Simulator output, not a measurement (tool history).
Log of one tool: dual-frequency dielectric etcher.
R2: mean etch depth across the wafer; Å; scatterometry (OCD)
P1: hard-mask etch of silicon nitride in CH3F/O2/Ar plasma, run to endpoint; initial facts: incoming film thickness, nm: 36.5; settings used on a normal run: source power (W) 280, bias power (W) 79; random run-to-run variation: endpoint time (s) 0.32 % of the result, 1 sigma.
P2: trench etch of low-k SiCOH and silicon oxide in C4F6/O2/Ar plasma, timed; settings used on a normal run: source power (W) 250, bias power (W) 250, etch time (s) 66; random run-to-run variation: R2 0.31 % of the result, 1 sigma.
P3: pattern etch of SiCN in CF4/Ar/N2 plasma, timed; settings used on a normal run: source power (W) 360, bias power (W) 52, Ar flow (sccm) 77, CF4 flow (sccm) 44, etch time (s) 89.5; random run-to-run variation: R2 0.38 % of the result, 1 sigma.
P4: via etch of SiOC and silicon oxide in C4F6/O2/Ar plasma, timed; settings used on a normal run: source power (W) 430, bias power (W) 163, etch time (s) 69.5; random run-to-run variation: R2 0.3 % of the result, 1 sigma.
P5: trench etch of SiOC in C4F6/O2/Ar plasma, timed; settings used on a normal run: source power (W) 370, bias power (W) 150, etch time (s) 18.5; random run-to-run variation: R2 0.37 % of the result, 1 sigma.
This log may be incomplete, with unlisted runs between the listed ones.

{"run": 1, "hour": 6.1, "process that ran": "P1", "source power (W)": 280, "bias power (W)": 79, "endpoint time (s)": 60.628}
{"run": 2, "hour": 15.0, "process that ran": "P1", "source power (W)": 280, "bias power (W)": 79, "endpoint time (s)": 60.784}
{"run": 3, "hour": 22.8, "process that ran": "P1", "source power (W)": 280, "bias power (W)": 79, "endpoint time (s)": 60.879}
{"run": 4, "hour": 28.4, "process that ran": "P3", "source power (W)": 360, "bias power (W)": 52, "Ar flow (sccm)": 93, "CF4 flow (sccm)": 44, "etch time (s)": 89.5, "R2": 540.1}
{"run": 5, "hour": 36.2, "process that ran": "P1", "source power (W)": 340, "bias power (W)": 47, "endpoint time (s)": 66.984}
{"run": 6, "hour": 42.6, "process that ran": "P3", "source power (W)": 360, "bias power (W)": 52, "Ar flow (sccm)": 77, "CF4 flow (sccm)": 44, "etch time (s)": 89.5, "R2": 555.47}
{"run": 7, "hour": 51.0, "process that ran": "P5", "source power (W)": 370, "bias power (W)": 205, "etch time (s)": 18.5, "R2": 387.8}
{"run": 8, "hour": 55.6, "process that ran": "P2", "source power (W)": 290, "bias power (W)": 250, "etch time (s)": 66, "R2": 2196.7}
{"run": 9, "hour": 64.0, "process that ran": "P1", "source power (W)": 280, "bias power (W)": 79, "endpoint time (s)": 61.153}
{"run": 10, "hour": 71.1, "process that ran": "P4", "source power (W)": 430, "bias power (W)": 163, "etch time (s)": 69.5, "R2": 781.67}
{"run": 11, "hour": 75.5, "process that ran": "P5", "source power (W)": 470, "bias power (W)": 150, "etch time (s)": 18.5, "R2": 387.89}
{"run": 12, "hour": 82.2, "process that ran": "P1", "source power (W)": 280, "bias power (W)": 79, "endpoint time (s)": 60.935}
{"run": 13, "hour": 89.4, "process that ran": "P3", "source power (W)": 360, "bias power (W)": 73, "Ar flow (sccm)": 77, "CF4 flow (sccm)": 44, "etch time (s)": 89.5, "R2": 627.38}
{"run": 14, "hour": 96.7, "process that ran": "P2", "source power (W)": 250, "bias power (W)": 151, "etch time (s)": 66, "R2": 1765.6}
{"run": 15, "hour": 105.4, "process that ran": "P5", "source power (W)": 370, "bias power (W)": 150, "etch time (s)": 27.5, "R2": 523.85}
{"run": 16, "hour": 112.0, "process that ran": "P1", "source power (W)": 280, "bias power (W)": 79, "endpoint time (s)": 60.964}
{"run": 17, "hour": 118.9, "process that ran": "P1", "source power (W)": 350, "bias power (W)": 79, "endpoint time (s)": 56.174}
{"run": 18, "hour": 124.0, "process that ran": "P5", "source power (W)": 370, "bias power (W)": 150, "etch time (s)": 18.5, "R2": 352.97}
{"run": 19, "hour": 132.0, "process that ran": "P2", "source power (W)": 250, "bias power (W)": 250, "etch time (s)": 66, "R2": 2071.4}
{"run": 20, "hour": 139.7, "process that ran": "P3", "source power (W)": 360, "bias power (W)": 52, "Ar flow (sccm)": 77, "CF4 flow (sccm)": 44, "etch time (s)": 63.5, "R2": 396.73}
{"run": 21, "hour": 148.9, "process that ran": "P1", "source power (W)": 190, "bias power (W)": 79, "endpoint time (s)": 70.672}
{"run": 22, "hour": 157.1, "process that ran": "P3", "source power (W)": 240, "bias power (W)": 52, "Ar flow (sccm)": 77, "CF4 flow (sccm)": 44, "etch time (s)": 89.5, "R2": 388.5}
{"run": 23, "hour": 165.9, "process that ran": "P1", "source power (W)": 280, "bias power (W)": 47, "endpoint time (s)": 72.829}
{"run": 24, "hour": 170.3, "process that ran": "P1", "source power (W)": 280, "bias power (W)": 110, "endpoint time (s)": 54.297}
{"run": 25, "hour": 175.4, "process that ran": "P4", "source power (W)": 430, "bias power (W)": 128, "etch time (s)": 69.5, "R2": 724.06}
{"run": 26, "hour": 180.4, "process that ran": "P4", "source power (W)": 310, "bias power (W)": 163, "etch time (s)": 69.5, "R2": 686.31}
{"run": 27, "hour": 187.2, "process that ran": "P1", "source power (W)": 210, "bias power (W)": 48, "endpoint time (s)": 80.941}
{"run": 28, "hour": 192.6, "process that ran": "P3", "source power (W)": 360, "bias power (W)": 52, "Ar flow (sccm)": 77, "CF4 flow (sccm)": 55, "etch time (s)": 89.5, "R2": 579.7}
{"run": 29, "hour": 201.6, "process that ran": "P4", "source power (W)": 430, "bias power (W)": 163, "etch time (s)": 38, "R2": 425.06}
{"run": 30, "hour": 207.9, "process that ran": "P2", "source power (W)": 250, "bias power (W)": 250, "etch time (s)": 36.5, "R2": 1149.5}
{"run": 31, "hour": 216.0, "process that ran": "P1", "source power (W)": 280, "bias power (W)": 79, "endpoint time (s)": 60.87}
{"run": 32, "hour": 222.0, "process that ran": "P1", "source power (W)": 280, "bias power (W)": 79, "endpoint time (s)": 60.339}
{"run": 33, "hour": 229.7, "process that ran": "P1", "source power (W)": 280, "bias power (W)": 79, "endpoint time (s)": 60.494}
{"hour": 234.8, "done": "wet clean of the chamber"}
{"run": 34, "hour": 236.7, "process that ran": "P1", "source power (W)": 280, "bias power (W)": 79, "endpoint time (s)": 60.185}
{"run": 35, "hour": 244.0, "process that ran": "P1", "source power (W)": 280, "bias power (W)": 79, "endpoint time (s)": 59.914}
{"run": 36, "hour": 250.5, "process that ran": "P1", "source power (W)": 280, "bias power (W)": 79, "endpoint time (s)": 60.003}
{"run": 37, "hour": 259.3, "process that ran": "P1", "source power (W)": 280, "bias power (W)": 79, "endpoint time (s)": 60.201}
{"run": 38, "hour": 265.6, "process that ran": "P1", "source power (W)": 280, "bias power (W)": 79, "endpoint time (s)": 60.193}

Compared with where it was, what P1 gives has crept away. Each cause listed below fits the log as well as the rest, at the size given for it:
A: bias power that arrives over what is set, % = 4.49
B: source power that arrives over what is set, % = 4.32
Onset of the creep was near hour 216.
Every other cause this tool's parts could produce, and why it does not fit the log:
chamber walls in a state that raises the etch rate, %: serviced at hour 234.8, after the change had begun; the process did not return to its earlier output

You are offered 4 check runs, listed below with question marks in place of their results; each one averages 2 wafers. Which run separates the listed causes by giving clearly different results for each?
{"run": "check 1", "hour": 271.9, "process that ran": "P4", "source power (W)": 430, "bias power (W)": 163, "etch time (s)": 38, "R2": "?"}
{"run": "check 2", "hour": 271.9, "process that ran": "P3", "source power (W)": 360, "bias power (W)": 69, "Ar flow (sccm)": 77, "CF4 flow (sccm)": 44, "etch time (s)": 89.5, "R2": "?"}
{"run": "check 3", "hour": 271.9, "process that ran": "P2", "source power (W)": 250, "bias power (W)": 187, "etch time (s)": 66, "R2": "?"}
{"run": "check 4", "hour": 271.9, "process that ran": "P5", "source power (W)": 370, "bias power (W)": 173, "etch time (s)": 27, "R2": "?"}

If the cause were each of the candidates in turn, the checks would give the following:
check=check_1 result=R2 if_A=432.42 if_B=433.58
check=check_2 result=R2 if_A=624.62 if_B=637.93
check=check_3 result=R2 if_A=1913 if_B=1916.4
check=check_4 result=R2 if_A=546.62 if_B=548.01
Distance between the nearest two causes, measured in the result of the check that separates them most: check 1 0.27 %; check 2 2.11 %; check 3 0.18 %; check 4 0.26 %
The other checks would show nearly matching results whichever cause is true, so check 2 is the only one that separates the causes.

Check 2 was carried out, with these results: R2 638.64 Å. Which of the listed causes is responsible?

The correct cause is B, namely: source power that arrives over what is set, %.
